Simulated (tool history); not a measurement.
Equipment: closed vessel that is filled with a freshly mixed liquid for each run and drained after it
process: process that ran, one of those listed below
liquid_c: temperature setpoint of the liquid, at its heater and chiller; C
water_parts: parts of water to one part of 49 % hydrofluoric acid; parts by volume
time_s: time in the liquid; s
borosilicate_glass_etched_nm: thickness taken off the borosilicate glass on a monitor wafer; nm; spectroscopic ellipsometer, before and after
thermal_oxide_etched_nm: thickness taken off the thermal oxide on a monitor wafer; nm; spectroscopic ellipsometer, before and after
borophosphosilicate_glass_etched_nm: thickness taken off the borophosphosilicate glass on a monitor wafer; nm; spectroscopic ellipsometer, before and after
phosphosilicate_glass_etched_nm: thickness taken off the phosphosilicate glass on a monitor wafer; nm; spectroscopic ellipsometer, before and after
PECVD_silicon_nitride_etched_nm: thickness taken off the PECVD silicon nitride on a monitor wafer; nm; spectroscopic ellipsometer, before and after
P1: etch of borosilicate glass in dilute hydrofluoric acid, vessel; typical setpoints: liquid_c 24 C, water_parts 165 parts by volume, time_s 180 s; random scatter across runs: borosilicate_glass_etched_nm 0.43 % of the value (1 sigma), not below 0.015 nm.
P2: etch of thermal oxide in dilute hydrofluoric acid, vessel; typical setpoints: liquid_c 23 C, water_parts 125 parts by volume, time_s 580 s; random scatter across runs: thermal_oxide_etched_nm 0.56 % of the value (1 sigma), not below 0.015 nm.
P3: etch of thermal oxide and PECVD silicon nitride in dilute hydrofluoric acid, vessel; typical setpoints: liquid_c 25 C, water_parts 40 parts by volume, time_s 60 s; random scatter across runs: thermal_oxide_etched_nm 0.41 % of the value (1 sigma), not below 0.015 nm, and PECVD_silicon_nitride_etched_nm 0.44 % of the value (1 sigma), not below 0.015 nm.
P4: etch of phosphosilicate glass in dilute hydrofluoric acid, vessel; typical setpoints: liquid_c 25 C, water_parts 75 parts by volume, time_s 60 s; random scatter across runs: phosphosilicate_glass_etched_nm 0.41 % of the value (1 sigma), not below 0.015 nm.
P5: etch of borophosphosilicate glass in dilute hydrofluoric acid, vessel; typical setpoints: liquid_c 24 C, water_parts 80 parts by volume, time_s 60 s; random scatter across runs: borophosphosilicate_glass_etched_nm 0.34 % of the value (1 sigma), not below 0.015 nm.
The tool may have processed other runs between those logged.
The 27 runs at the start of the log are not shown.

run	hour	process	liquid_c	water_parts	time_s	hours since the thermometer was replaced	hours since the hydrofluoric acid flow meter was replaced	borosilicate_glass_etched_nm	thermal_oxide_etched_nm	borophosphosilicate_glass_etched_nm	phosphosilicate_glass_etched_nm	PECVD_silicon_nitride_etched_nm
28	167.4	P1	24	280	180	838.5	36.4	13.396				
29	175	P3	25	20	60	846.1	44		16.258			10.071
30	180.5	P1	24	165	180	851.6	49.5	25.528				
31	185.4	P4	25	35	60	856.5	54.4				212.11	
32	192.3	P1	24	165	180	863.4	61.3	25.665				
33	197.8	P1	24	165	180	868.9	66.8	26.188				
34	201.6	P1	24	165	180	872.7	70.6	26.792				
35	208.2	P1	24	165	180	879.3	77.2	26.922				
36	212.1	P1	24	165	180	883.2	81.1	26.963				
37	218.6	P1	24	165	180	889.7	87.6	27.325				
38	223.7	P1	24	165	180	894.8	92.7	27.293				
39	227.9	P1	24	165	180	899	96.9	27.373				

Run 40 has not been measured yet. What should we expect?
40	235.7	P1	24	165	180	906.8	104.7	?				

Run 40 came out at borosilicate_glass_etched_nm 27.105 nm.
